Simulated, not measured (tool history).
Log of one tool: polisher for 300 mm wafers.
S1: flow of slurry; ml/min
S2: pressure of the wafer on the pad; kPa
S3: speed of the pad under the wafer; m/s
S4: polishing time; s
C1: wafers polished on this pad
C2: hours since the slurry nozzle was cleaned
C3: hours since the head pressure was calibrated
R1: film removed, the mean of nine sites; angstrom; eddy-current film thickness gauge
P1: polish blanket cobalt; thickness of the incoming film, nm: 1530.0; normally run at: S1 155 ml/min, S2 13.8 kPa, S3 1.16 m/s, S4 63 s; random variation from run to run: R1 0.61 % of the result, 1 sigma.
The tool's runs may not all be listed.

run	hour	S1	S2	S3	S4	C1	C2	C3	R1
1	13.9	155	13.8	1.16	63	871	261.7	1030.8	3463.4
2	27.5	155	13.8	1.16	63	980	275.3	1044.4	3439.8
3	42.4	155	13.8	1.16	28	1099	290.2	1059.3	1530.1
4	57.1	95	13.8	1.16	79	1216	304.9	1074.0	3848.9
5	69.1	155	13.8	1.16	63	1312	316.9	1086.0	3448.9
6	84.5	155	13.8	1.58	63	1435	332.3	1101.4	4723.5
7	97.8	155	13.8	1.16	63	1541	345.6	1114.7	3421.3
# hour 105.1: slurry nozzle cleaned
8	110.3	155	6.2	1.16	63	1641	5.2	1127.2	1547.2
9	124.3	100	13.8	1.16	63	1753	19.2	1141.2	3154.0
10	137.1	155	13.8	1.16	63	1855	32.0	1154.0	3477.9
11	150.0	155	13.8	0.62	63	1958	44.9	1166.9	1835.4
12	159.3	240	13.8	1.16	63	2033	54.2	1176.2	3664.2
13	176.2	155	13.8	1.16	90	2168	71.1	1193.1	4942.5
14	186.1	155	13.8	0.82	32	2247	81.0	1203.0	1251.5
15	195.6	155	13.8	1.16	63	2323	90.5	1212.5	3410.0
16	207.5	155	7.6	1.16	82	2418	102.4	1224.4	2474.5
17	222.6	155	21.4	1.16	63	2538	117.5	1239.5	5344.1
18	238.8	155	13.8	1.16	63	2668	133.7	1255.7	3465.6

The next listed run, before its measurement:
19	247.1	155	13.8	1.16	63	2734	142.0	1264.0	?

{"run 19": {"R1": 3434.8}}
